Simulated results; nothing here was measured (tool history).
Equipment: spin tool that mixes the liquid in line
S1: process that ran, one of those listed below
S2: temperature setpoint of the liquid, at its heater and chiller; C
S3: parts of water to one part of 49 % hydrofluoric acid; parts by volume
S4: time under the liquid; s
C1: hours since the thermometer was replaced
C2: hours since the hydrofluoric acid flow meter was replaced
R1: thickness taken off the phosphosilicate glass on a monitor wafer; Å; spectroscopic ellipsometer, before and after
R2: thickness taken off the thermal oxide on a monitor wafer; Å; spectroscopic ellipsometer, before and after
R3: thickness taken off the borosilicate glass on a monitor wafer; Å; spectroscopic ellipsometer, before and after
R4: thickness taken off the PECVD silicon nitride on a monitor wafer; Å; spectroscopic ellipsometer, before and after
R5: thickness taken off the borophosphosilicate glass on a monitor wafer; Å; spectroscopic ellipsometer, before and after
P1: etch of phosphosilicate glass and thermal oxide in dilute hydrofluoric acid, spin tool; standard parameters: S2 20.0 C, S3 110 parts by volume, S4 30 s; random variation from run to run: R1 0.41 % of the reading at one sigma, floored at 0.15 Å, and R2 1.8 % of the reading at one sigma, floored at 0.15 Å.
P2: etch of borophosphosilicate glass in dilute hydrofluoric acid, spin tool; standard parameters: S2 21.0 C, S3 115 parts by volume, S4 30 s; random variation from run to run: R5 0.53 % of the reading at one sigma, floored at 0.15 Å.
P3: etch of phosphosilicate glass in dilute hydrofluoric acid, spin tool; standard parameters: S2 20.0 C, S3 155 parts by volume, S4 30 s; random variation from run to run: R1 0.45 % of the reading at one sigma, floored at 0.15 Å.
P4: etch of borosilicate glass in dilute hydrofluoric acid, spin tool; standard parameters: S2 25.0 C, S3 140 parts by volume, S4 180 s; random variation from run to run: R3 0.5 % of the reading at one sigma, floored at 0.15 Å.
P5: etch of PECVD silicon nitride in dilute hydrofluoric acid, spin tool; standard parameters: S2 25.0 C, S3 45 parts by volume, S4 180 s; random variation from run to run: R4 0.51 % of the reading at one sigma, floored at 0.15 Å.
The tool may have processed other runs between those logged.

run	hour	S1	S2	S3	S4	C1	C2	R1	R2	R3	R4	R5
1	9.1	P1	20.0	110	30	1337.6	652.7	340.260	11.1380			
2	17.5	P1	24.0	110	30	1346.0	661.1	400.130	13.3040			
3	26.5	P4	25.0	140	310	1355.0	670.1			724.17		
4	33.9	P1	20.0	110	30	1362.4	677.5	341.040	11.6960			
5	41.7	P5	25.0	75	180	1370.2	685.3				103.430	
6	51.6	P2	21.0	115	60	1380.1	695.2					142.910
7	64.1	P1	20.0	110	15	1392.6	707.7	170.340	5.7656			
8	75.9	P3	20.0	155	15	1404.4	719.5	79.425				
9	84.9	P1	20.0	180	30	1413.4	728.5	193.430	6.3454			
10	93.8	P2	27.5	115	30	1422.3	737.4					91.653
11	101.2	P5	25.0	45	25	1429.7	744.8				23.637	
12	111.7	P3	20.0	155	30	1440.2	755.3	160.820				
13	121.9	P1	20.0	110	50	1450.4	765.5	563.740	18.9470			
14	127.9	P1	17.0	110	15	1456.4	771.5	151.320	5.1015			
15	137.1	P1	20.0	110	30	1465.6	780.7	338.550	11.1310			
16	145.8	P3	23.5	155	30	1474.3	789.4	182.460				
17	154.7	P3	20.0	80	30	1483.2	798.3	339.180				
18	167.0	P1	20.0	110	30	1495.5	810.6	339.640	11.5520			
19	174.2	P5	20.0	45	180	1502.7	817.8				120.060	
20	184.6	P3	20.0	155	30	1513.1	828.2	160.520				
21	195.8	P1	20.0	110	30	1524.3	839.4	341.280	11.4250			
22	203.3	P2	21.0	115	30	1531.8	846.9					70.789
23	213.3	P4	25.0	140	180	1541.8	856.9			417.34		
24	226.2	P2	21.0	25	30	1554.7	869.8					364.610
25	237.1	P4	21.0	140	180	1565.6	880.7			361.57		

Run 26 comes next. What will it give?
26	244.4	P4	25.0	250	180	1572.9	888.0			?		

R3: 209.11 Å
